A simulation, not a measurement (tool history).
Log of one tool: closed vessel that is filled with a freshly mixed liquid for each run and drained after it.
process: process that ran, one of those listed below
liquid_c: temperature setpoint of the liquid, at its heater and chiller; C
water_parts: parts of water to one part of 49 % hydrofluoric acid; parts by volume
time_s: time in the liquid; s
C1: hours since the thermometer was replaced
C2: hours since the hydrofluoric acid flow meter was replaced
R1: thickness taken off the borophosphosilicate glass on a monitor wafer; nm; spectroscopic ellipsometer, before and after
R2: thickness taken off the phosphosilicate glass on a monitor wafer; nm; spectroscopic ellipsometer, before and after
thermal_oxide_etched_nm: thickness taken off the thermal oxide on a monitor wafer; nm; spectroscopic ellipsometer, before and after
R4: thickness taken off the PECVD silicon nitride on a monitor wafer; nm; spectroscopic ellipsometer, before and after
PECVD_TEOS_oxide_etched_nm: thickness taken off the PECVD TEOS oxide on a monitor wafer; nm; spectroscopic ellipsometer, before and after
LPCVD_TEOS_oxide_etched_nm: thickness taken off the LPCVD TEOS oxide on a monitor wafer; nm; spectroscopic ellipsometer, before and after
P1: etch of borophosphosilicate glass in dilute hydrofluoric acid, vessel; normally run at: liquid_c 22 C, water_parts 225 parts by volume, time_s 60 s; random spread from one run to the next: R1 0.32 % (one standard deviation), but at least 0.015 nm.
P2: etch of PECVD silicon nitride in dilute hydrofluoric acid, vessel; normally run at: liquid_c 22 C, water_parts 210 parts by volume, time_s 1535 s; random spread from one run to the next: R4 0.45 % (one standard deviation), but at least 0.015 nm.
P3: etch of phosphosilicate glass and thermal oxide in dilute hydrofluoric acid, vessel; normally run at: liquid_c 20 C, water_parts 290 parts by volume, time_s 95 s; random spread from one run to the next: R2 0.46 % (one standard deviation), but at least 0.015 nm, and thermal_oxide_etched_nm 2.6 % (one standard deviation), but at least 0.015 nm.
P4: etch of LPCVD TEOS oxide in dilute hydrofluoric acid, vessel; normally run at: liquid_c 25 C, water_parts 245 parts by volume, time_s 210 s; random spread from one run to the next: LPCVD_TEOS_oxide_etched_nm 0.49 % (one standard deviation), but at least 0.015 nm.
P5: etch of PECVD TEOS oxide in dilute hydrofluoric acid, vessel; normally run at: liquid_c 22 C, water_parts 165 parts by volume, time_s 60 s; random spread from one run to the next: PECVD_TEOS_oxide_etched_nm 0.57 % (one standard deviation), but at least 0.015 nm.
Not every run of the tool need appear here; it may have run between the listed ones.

Run 1, hour 2.6: process P1, liquid_c 22 C, water_parts 225 parts by volume, time_s 60 s; C1 514.8; C2 159.5. Result: R1 8.2921 nm.
Run 2, hour 5.8: process P1, liquid_c 22 C, water_parts 370 parts by volume, time_s 60 s; C1 518; C2 162.7. Result: R1 4.4073 nm.
Run 3, hour 9.7: process P1, liquid_c 22 C, water_parts 225 parts by volume, time_s 60 s; C1 521.9; C2 166.6. Result: R1 8.3174 nm.
Run 4, hour 12.1: process P3, liquid_c 20 C, water_parts 115 parts by volume, time_s 95 s; C1 524.3; C2 169. Result: R2 58.094 nm, thermal_oxide_etched_nm 3.2212 nm.
Run 5, hour 14.8: process P2, liquid_c 22 C, water_parts 210 parts by volume, time_s 845 s; C1 527; C2 171.7. Result: R4 20.884 nm.
Run 6, hour 17.4: process P1, liquid_c 22 C, water_parts 225 parts by volume, time_s 30 s; C1 529.6; C2 174.3. Result: R1 4.1288 nm.
Run 7, hour 20.2: process P5, liquid_c 22 C, water_parts 165 parts by volume, time_s 60 s; C1 532.4; C2 177.1. Result: PECVD_TEOS_oxide_etched_nm 8.6089 nm.
Run 8, hour 22.2: process P1, liquid_c 22 C, water_parts 225 parts by volume, time_s 60 s; C1 534.4; C2 179.1. Result: R1 8.2866 nm.
Run 9, hour 25.9: process P5, liquid_c 22 C, water_parts 165 parts by volume, time_s 60 s; C1 538.1; C2 182.8. Result: PECVD_TEOS_oxide_etched_nm 8.6453 nm.
Run 10, hour 30.1: process P1, liquid_c 22 C, water_parts 225 parts by volume, time_s 85 s; C1 542.3; C2 187. Result: R1 11.73 nm.
Run 11, hour 32: process P2, liquid_c 22 C, water_parts 330 parts by volume, time_s 1535 s; C1 544.2; C2 188.9. Result: R4 23.868 nm.
Run 12, hour 34.3: process P1, liquid_c 22 C, water_parts 385 parts by volume, time_s 100 s; C1 546.5; C2 191.2. Result: R1 6.9992 nm.
Run 13, hour 38.5: process P1, liquid_c 22 C, water_parts 390 parts by volume, time_s 105 s; C1 550.7; C2 195.4. Result: R1 7.2347 nm.
Run 14, hour 41.4: process P4, liquid_c 25 C, water_parts 245 parts by volume, time_s 210 s; C1 553.6; C2 198.3. Result: LPCVD_TEOS_oxide_etched_nm 23.121 nm.
Run 15, hour 43.7: process P2, liquid_c 22 C, water_parts 210 parts by volume, time_s 1535 s; C1 555.9; C2 200.6. Result: R4 37.641 nm.
Run 16, hour 45.9: process P1, liquid_c 22 C, water_parts 225 parts by volume, time_s 60 s; C1 558.1; C2 202.8. Result: R1 8.3027 nm.
Run 17, hour 50.1: process P3, liquid_c 20 C, water_parts 290 parts by volume, time_s 95 s; C1 562.3; C2 207. Result: R2 19.401 nm, thermal_oxide_etched_nm 1.1282 nm.
Run 18, hour 54.3: process P5, liquid_c 22 C, water_parts 50 parts by volume, time_s 60 s; C1 566.5; C2 211.2. Result: PECVD_TEOS_oxide_etched_nm 32.461 nm.
Run 19, hour 57.2: process P1, liquid_c 22 C, water_parts 110 parts by volume, time_s 60 s; C1 569.4; C2 214.1. Result: R1 19.212 nm.
Run 20, hour 60.1: process P4, liquid_c 25 C, water_parts 245 parts by volume, time_s 210 s; C1 572.3; C2 217. Result: LPCVD_TEOS_oxide_etched_nm 23.382 nm.
Run 21, hour 63.7: process P3, liquid_c 26.5 C, water_parts 290 parts by volume, time_s 95 s; C1 575.9; C2 220.6. Result: R2 24.514 nm, thermal_oxide_etched_nm 1.3388 nm.
Run 22, hour 68: process P4, liquid_c 25 C, water_parts 400 parts by volume, time_s 210 s; C1 580.2; C2 224.9. Result: LPCVD_TEOS_oxide_etched_nm 12.338 nm.
Run 23, hour 70.4: process P1, liquid_c 22 C, water_parts 225 parts by volume, time_s 60 s; C1 582.6; C2 227.3. Result: R1 8.3481 nm.
Run 24, hour 74: process P1, liquid_c 27.5 C, water_parts 225 parts by volume, time_s 60 s; C1 586.2; C2 230.9. Result: R1 10.117 nm.
Run 25, hour 76.9: process P4, liquid_c 25 C, water_parts 245 parts by volume, time_s 65 s; C1 589.1; C2 233.8. Result: LPCVD_TEOS_oxide_etched_nm 7.2115 nm.
Run 26, hour 80.7: process P3, liquid_c 20 C, water_parts 290 parts by volume, time_s 185 s; C1 592.9; C2 237.6. Result: R2 37.982 nm, thermal_oxide_etched_nm 2.0795 nm.
Run 27, hour 82.9: process P4, liquid_c 31 C, water_parts 245 parts by volume, time_s 210 s; C1 595.1; C2 239.8. Result: LPCVD_TEOS_oxide_etched_nm 28.863 nm.
Run 28, hour 85.9: process P1, liquid_c 22 C, water_parts 225 parts by volume, time_s 60 s; C1 598.1; C2 242.8. Result: R1 8.3368 nm.
Run 29, hour 89.8: process P1, liquid_c 22 C, water_parts 225 parts by volume, time_s 60 s; C1 602; C2 246.7. Result: R1 8.3192 nm.
Run 30, hour 93.5: process P3, liquid_c 20 C, water_parts 290 parts by volume, time_s 95 s; C1 605.7; C2 250.4. Result: R2 19.412 nm, thermal_oxide_etched_nm 1.0968 nm.
Run 31, hour 97.8: process P5, liquid_c 27 C, water_parts 165 parts by volume, time_s 60 s; C1 610; C2 254.7. Result: PECVD_TEOS_oxide_etched_nm 10.416 nm.
Run 32, hour 100.9: process P5, liquid_c 22 C, water_parts 165 parts by volume, time_s 100 s; C1 613.1; C2 257.8. Result: PECVD_TEOS_oxide_etched_nm 14.432 nm.
Run 33, hour 104.1: process P1, liquid_c 17 C, water_parts 225 parts by volume, time_s 60 s; C1 616.3; C2 261. Result: R1 6.876 nm.
Run 34, hour 107.6: process P2, liquid_c 17 C, water_parts 210 parts by volume, time_s 1535 s; C1 619.8; C2 264.5. Result: R4 27.044 nm.
Run 35, hour 110.2: process P1, liquid_c 22 C, water_parts 225 parts by volume, time_s 60 s; C1 622.4; C2 267.1. Result: R1 8.3368 nm.
Run 36, hour 112.1: process P1, liquid_c 22 C, water_parts 225 parts by volume, time_s 60 s; C1 624.3; C2 269. Result: R1 8.6113 nm.
Run 37, hour 114.2: process P1, liquid_c 22 C, water_parts 225 parts by volume, time_s 60 s; C1 626.4; C2 271.1. Result: R1 8.841 nm.
Run 38, hour 117.1: process P1, liquid_c 22 C, water_parts 225 parts by volume, time_s 60 s; C1 629.3; C2 274. Result: R1 8.9377 nm.
Run 39, hour 119.3: process P1, liquid_c 22 C, water_parts 225 parts by volume, time_s 60 s; C1 631.5; C2 276.2. Result: R1 9.0207 nm.
Run 40, hour 121.4: process P1, liquid_c 22 C, water_parts 225 parts by volume, time_s 60 s; C1 633.6; C2 278.3. Result: R1 9.0025 nm.
Run 41, hour 123.7: process P1, liquid_c 22 C, water_parts 225 parts by volume, time_s 60 s; C1 635.9; C2 280.6. Result: R1 9.0075 nm.

Compared with where it was, what P1 gives has crept away. Each cause listed below fits the log as well as the rest, at the size given for it:
A: liquid hotter than its thermometer reads (K) = 2.36
B: hydrofluoric acid flow above the setpoint (%) = 7.35
The gradual shift began around hour 110.2.

Of the 4 check runs listed below, each run on one wafer and each result written as a question mark, which would let you distinguish the listed causes because they would give clearly different results?
Run check 1, hour 126: process P3, liquid_c 20 C, water_parts 290 parts by volume, time_s 95 s. Result: R2 ?, thermal_oxide_etched_nm ?.
Run check 2, hour 126: process P4, liquid_c 25 C, water_parts 245 parts by volume, time_s 210 s. Result: LPCVD_TEOS_oxide_etched_nm ?.
Run check 3, hour 126: process P2, liquid_c 22 C, water_parts 210 parts by volume, time_s 1535 s. Result: R4 ?.
Run check 4, hour 126: process P5, liquid_c 22 C, water_parts 165 parts by volume, time_s 60 s. Result: PECVD_TEOS_oxide_etched_nm ?.

How each check would come out, cause by cause:
  check                      result    if A    if B
check 1                          R2  21.127  21.204
check 1     thermal_oxide_etched_nm  1.1781  1.1823
check 2  LPCVD_TEOS_oxide_etched_nm  25.357   25.51
check 3                          R4  43.668  40.299
check 4  PECVD_TEOS_oxide_etched_nm  9.4271  9.3619
Per check, the gap between the least separated pair of causes, taken in the result that splits them most: check 1 0.36 %; check 2 0.6 %; check 3 8.03 %; check 4 0.69 %
Only check 3 tells the causes apart: in the others they would give nearly the same result.

Check 3 was carried out, with these results: R4 43.566 nm. Which of the listed causes is responsible?

Of the candidate causes, it is A: liquid hotter than its thermometer reads (K).
